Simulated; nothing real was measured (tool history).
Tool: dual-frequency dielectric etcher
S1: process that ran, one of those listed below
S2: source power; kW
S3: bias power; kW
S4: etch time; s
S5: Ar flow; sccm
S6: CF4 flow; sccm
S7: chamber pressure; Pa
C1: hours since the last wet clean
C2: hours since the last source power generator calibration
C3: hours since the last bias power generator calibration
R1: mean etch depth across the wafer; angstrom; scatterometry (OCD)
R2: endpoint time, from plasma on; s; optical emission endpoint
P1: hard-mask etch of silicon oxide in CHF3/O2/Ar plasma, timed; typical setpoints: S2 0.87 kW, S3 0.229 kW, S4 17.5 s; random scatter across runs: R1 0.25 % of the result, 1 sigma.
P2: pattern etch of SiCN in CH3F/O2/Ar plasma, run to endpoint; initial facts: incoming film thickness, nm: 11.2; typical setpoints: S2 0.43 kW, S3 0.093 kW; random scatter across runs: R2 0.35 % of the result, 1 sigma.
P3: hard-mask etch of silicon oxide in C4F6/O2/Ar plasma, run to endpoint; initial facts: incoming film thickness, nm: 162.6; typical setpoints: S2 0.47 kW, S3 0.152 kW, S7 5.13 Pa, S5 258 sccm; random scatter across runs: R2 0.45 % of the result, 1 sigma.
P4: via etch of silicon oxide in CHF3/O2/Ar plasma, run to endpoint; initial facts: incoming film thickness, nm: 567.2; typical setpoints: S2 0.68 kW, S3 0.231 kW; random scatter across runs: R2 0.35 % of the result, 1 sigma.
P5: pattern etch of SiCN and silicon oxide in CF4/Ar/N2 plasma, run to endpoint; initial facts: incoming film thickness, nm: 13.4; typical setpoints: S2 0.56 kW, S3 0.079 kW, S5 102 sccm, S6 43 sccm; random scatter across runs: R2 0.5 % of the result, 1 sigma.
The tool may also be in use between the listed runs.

Run 1, day 0.129: S1 P1, S2 0.87 kW, S3 0.229 kW, S4 17.5 s; C1 205.9; C2 1943.5; C3 880.9. Result: R1 439.56 angstrom.
Run 2, day 0.321: S1 P1, S2 0.87 kW, S3 0.229 kW, S4 17.5 s; C1 210.5; C2 1948.1; C3 885.5. Result: R1 440.63 angstrom.
Run 3, day 0.492: S1 P5, S2 0.56 kW, S3 0.079 kW, S5 83 sccm, S6 43 sccm; C1 214.6; C2 1952.2; C3 889.6. Result: R2 12.702 s.
Run 4, day 0.596: S1 P1, S2 0.87 kW, S3 0.229 kW, S4 24 s; C1 217.1; C2 1954.7; C3 892.1. Result: R1 604.9 angstrom.
Run 5, day 0.796: S1 P1, S2 0.87 kW, S3 0.229 kW, S4 17.5 s; C1 221.9; C2 1959.5; C3 896.9. Result: R1 440.89 angstrom.
Run 6, day 1: S1 P5, S2 0.56 kW, S3 0.079 kW, S5 102 sccm, S6 55 sccm; C1 226.8; C2 1964.4; C3 901.8. Result: R2 12.556 s.
Run 7, day 1.192: S1 P4, S2 0.43 kW, S3 0.231 kW; C1 231.4; C2 1969; C3 906.4. Result: R2 299.06 s.
Run 8, day 1.358: S1 P1, S2 1.1 kW, S3 0.229 kW, S4 17.5 s; C1 235.4; C2 1973; C3 910.4. Result: R1 482.76 angstrom.
Run 9, day 1.5: S1 P4, S2 0.68 kW, S3 0.181 kW; C1 238.8; C2 1976.4; C3 913.8. Result: R2 273.41 s.
Run 10, day 1.646: S1 P1, S2 0.87 kW, S3 0.229 kW, S4 17.5 s; C1 242.3; C2 1979.9; C3 917.3. Result: R1 440.29 angstrom.
Run 11, day 1.754: S1 P5, S2 0.56 kW, S3 0.079 kW, S5 102 sccm, S6 43 sccm; C1 244.9; C2 1982.5; C3 919.9. Result: R2 13.072 s.
Run 12, day 1.85: S1 P3, S2 0.47 kW, S3 0.152 kW, S5 318 sccm, S7 5.13 Pa; C1 247.2; C2 1984.8; C3 922.2. Result: R2 52.85 s.
Run 13, day 2.004: S1 P3, S2 0.64 kW, S3 0.152 kW, S5 258 sccm, S7 5.13 Pa; C1 250.9; C2 1988.5; C3 925.9. Result: R2 45.628 s.
Run 14, day 2.192: S1 P1, S2 0.87 kW, S3 0.296 kW, S4 17.5 s; C1 255.4; C2 1993; C3 930.4. Result: R1 483.07 angstrom.
Run 15, day 2.304: S1 P4, S2 0.68 kW, S3 0.231 kW; C1 258.1; C2 1995.7; C3 933.1. Result: R2 251.49 s.
Run 16, day 2.396: S1 P1, S2 0.6 kW, S3 0.229 kW, S4 13.5 s; C1 260.3; C2 1997.9; C3 935.3. Result: R1 294.13 angstrom.
Run 17, day 2.592: S1 P2, S2 0.43 kW, S3 0.124 kW; C1 265; C2 2002.6; C3 940. Result: R2 24.122 s.
Run 18, day 2.779: S1 P5, S2 0.67 kW, S3 0.079 kW, S5 102 sccm, S6 43 sccm; C1 269.5; C2 2007.1; C3 944.5. Result: R2 11.201 s.
Run 19, day 2.925: S1 P1, S2 0.87 kW, S3 0.174 kW, S4 17.5 s; C1 273; C2 2010.6; C3 948. Result: R1 401.96 angstrom.
Run 20, day 3.025: S1 P2, S2 0.6 kW, S3 0.093 kW; C1 275.4; C2 2013; C3 950.4. Result: R2 23.794 s.
Run 21, day 3.15: S1 P3, S2 0.47 kW, S3 0.152 kW, S5 258 sccm, S7 6.4 Pa; C1 278.4; C2 2016; C3 953.4. Result: R2 53.059 s.
Run 22, day 3.312: S1 P5, S2 0.56 kW, S3 0.054 kW, S5 102 sccm, S6 43 sccm; C1 282.3; C2 2019.9; C3 957.3. Result: R2 15.063 s.
Run 23, day 3.412: S1 P1, S2 0.87 kW, S3 0.229 kW, S4 17.5 s; C1 284.7; C2 2022.3; C3 959.7. Result: R1 439.57 angstrom.
Run 24, day 3.604: S1 P1, S2 0.87 kW, S3 0.229 kW, S4 17.5 s; C1 289.3; C2 2026.9; C3 964.3. Result: R1 443.65 angstrom.
Run 25, day 3.746: S1 P4, S2 0.68 kW, S3 0.231 kW; C1 292.7; C2 2030.3; C3 967.7. Result: R2 252.1 s.

The next listed run, before its measurement:
Run 26, day 3.933: S1 P1, S2 0.59 kW, S3 0.229 kW, S4 17.5 s; C1 297.2; C2 2034.8; C3 972.2. Result: R1 ?.

Run 26 gave R1 380.95 angstrom.
